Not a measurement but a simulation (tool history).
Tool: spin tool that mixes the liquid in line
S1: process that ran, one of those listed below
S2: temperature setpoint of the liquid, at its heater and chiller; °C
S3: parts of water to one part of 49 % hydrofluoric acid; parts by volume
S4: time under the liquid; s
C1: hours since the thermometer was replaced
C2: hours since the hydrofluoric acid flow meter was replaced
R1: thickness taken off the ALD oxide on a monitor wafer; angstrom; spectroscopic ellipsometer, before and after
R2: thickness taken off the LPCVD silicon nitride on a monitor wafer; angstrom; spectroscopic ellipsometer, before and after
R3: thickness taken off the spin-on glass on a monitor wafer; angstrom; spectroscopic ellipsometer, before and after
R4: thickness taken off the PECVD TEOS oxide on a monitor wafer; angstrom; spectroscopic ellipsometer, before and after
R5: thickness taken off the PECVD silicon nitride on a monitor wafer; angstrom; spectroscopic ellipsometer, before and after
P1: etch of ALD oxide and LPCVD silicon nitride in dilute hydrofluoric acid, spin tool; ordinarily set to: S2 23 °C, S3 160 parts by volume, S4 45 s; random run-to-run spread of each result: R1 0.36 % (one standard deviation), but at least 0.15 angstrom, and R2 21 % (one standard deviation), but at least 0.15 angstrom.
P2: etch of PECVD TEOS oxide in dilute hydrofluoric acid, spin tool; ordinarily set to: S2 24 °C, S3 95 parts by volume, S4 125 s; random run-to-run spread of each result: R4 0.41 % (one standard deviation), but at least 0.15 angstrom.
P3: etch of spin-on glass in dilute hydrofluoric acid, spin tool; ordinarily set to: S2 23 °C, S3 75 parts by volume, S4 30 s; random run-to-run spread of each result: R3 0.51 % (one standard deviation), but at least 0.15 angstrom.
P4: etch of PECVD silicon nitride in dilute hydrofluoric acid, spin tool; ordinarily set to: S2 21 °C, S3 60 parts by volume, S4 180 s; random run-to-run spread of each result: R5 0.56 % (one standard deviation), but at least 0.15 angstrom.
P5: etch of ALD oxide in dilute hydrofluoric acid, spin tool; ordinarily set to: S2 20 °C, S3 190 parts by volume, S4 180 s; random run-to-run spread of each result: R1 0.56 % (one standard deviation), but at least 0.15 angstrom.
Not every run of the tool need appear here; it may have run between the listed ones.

run,hour,S1,S2,S3,S4,C1,C2,R1,R2,R3,R4,R5
1,5.2,P1,23,160,45,419.4,291.3,85.173,1.792,,,
2,10.5,P1,23,160,45,424.7,296.6,84.851,0.98922,,,
3,15.4,P3,23,130,30,429.6,301.5,,,72.734,,
4,20.2,P1,29.5,160,45,434.4,306.3,108.95,2.315,,,
5,25.3,P2,24,175,125,439.5,311.4,,,,129.36,
6,31.5,P2,24,95,30,445.7,317.6,,,,63.004,
7,37,P5,20,190,15,451.2,323.1,8.4592,,,,
8,43.3,P4,21,60,180,457.5,329.4,,,,,42.559
9,48.3,P1,18.5,160,15,462.5,334.4,23.475,0.60683,,,
10,54.3,P1,23,160,75,468.5,340.4,140.71,1.8261,,,
11,59.2,P1,30,225,45,473.4,345.3,72.458,1.5372,,,
12,64,P1,23,160,45,478.2,350.1,85.374,1.6494,,,
13,68.5,P2,18.5,95,125,482.7,354.6,,,,209.5,
14,72.3,P1,23,90,45,486.5,358.4,164.04,1.3837,,,
15,75.8,P3,23,75,30,490,361.9,,,134.63,,
16,80.4,P2,24,95,125,494.6,366.5,,,,263.09,
17,83.9,P4,21,60,180,498.1,370,,,,,42.45
18,87.7,P1,17,160,45,501.9,373.8,66.758,0.92568,,,
19,93.2,P1,23,160,45,507.4,379.3,84.116,1.8138,,,
20,99.8,P5,20,190,180,514,385.9,102.77,,,,
21,105,P1,23,220,20,519.2,391.1,25.973,0.19491,,,
22,108.4,P1,23,275,45,522.6,394.5,43.946,0.6409,,,
23,113.1,P5,17,190,180,527.3,399.2,92.194,,,,
# hour 118.8: hydrofluoric acid flow meter replaced
24,118.9,P3,23,75,30,533.1,0.2,,,132.5,,
25,125.3,P1,23,160,25,539.5,6.6,46.927,0.58952,,,
26,131.3,P1,23,160,45,545.5,12.6,84.274,1.4352,,,
27,137.8,P3,17,75,30,552,19.1,,,103.65,,
28,141.4,P3,23,75,15,555.6,22.7,,,67.186,,
29,147,P5,20,325,180,561.2,28.3,53.214,,,,
30,153.2,P4,17,60,180,567.4,34.5,,,,,31.855
31,158.1,P4,21,110,180,572.3,39.4,,,,,23.666
32,164.7,P4,21,60,65,578.9,46,,,,,15.55
33,168,P1,23,160,45,582.2,49.3,84.777,1.3348,,,
34,171.7,P1,23,160,45,585.9,53,85.975,1.4238,,,
35,177.3,P1,23,160,45,591.5,58.6,87.397,0.97224,,,
36,183,P1,23,160,45,597.2,64.3,88.429,0.87675,,,
37,187.6,P1,23,160,45,601.8,68.9,89.41,1.698,,,
38,194.1,P1,23,160,45,608.3,75.4,89.47,1.2989,,,
39,200.6,P1,23,160,45,614.8,81.9,89.763,0.48988,,,
40,207.1,P1,23,160,45,621.3,88.4,89.867,1.0223,,,
41,213.3,P1,23,160,45,627.5,94.6,90.252,1.3943,,,
42,219.6,P1,23,160,45,633.8,100.9,90.359,1.9249,,,
43,224.9,P1,23,160,45,639.1,106.2,89.797,1.3417,,,
44,227.9,P1,23,160,45,642.1,109.2,90.373,1.1078,,,

P1 has crept away from where it was. The log is fitted equally well by each of these 2 causes, at the sizes shown:
A: hydrofluoric acid flow above the setpoint (%) = 5.41
B: liquid hotter than its thermometer reads (K) = 1.63
Creep in the process output first set in at about hour 168.

Of the 4 check runs listed below, each run on one wafer and each result written as a question mark, which would let you distinguish the listed causes because they would give clearly different results?
check 1,230.9,P2,24,95,125,,,,,,?,
check 2,230.9,P3,23,75,30,,,,,?,,
check 3,230.9,P4,21,60,180,,,,,,,?
check 4,230.9,P5,20,190,180,,,?,,,,

What every check run would give for each of its results, assuming each possible cause in turn:
check,result,if A,if B
check 1,R4,277.51,279.05
check 2,R3,141.89,143.09
check 3,R5,45.003,47.777
check 4,R1,109.99,110.03
Smallest distance between any two causes, each pair judged by its most separating result, in per cent: check 1 0.55 %; check 2 0.84 %; check 3 5.98 %; check 4 0.04 %
Check 3 distinguishes between the causes, while the remaining checks would return nearly the same result for all of them.

Check 3 was then run and gave: R5 44.866 angstrom. Which cause is it?

A is the cause: hydrofluoric acid flow above the setpoint (%).
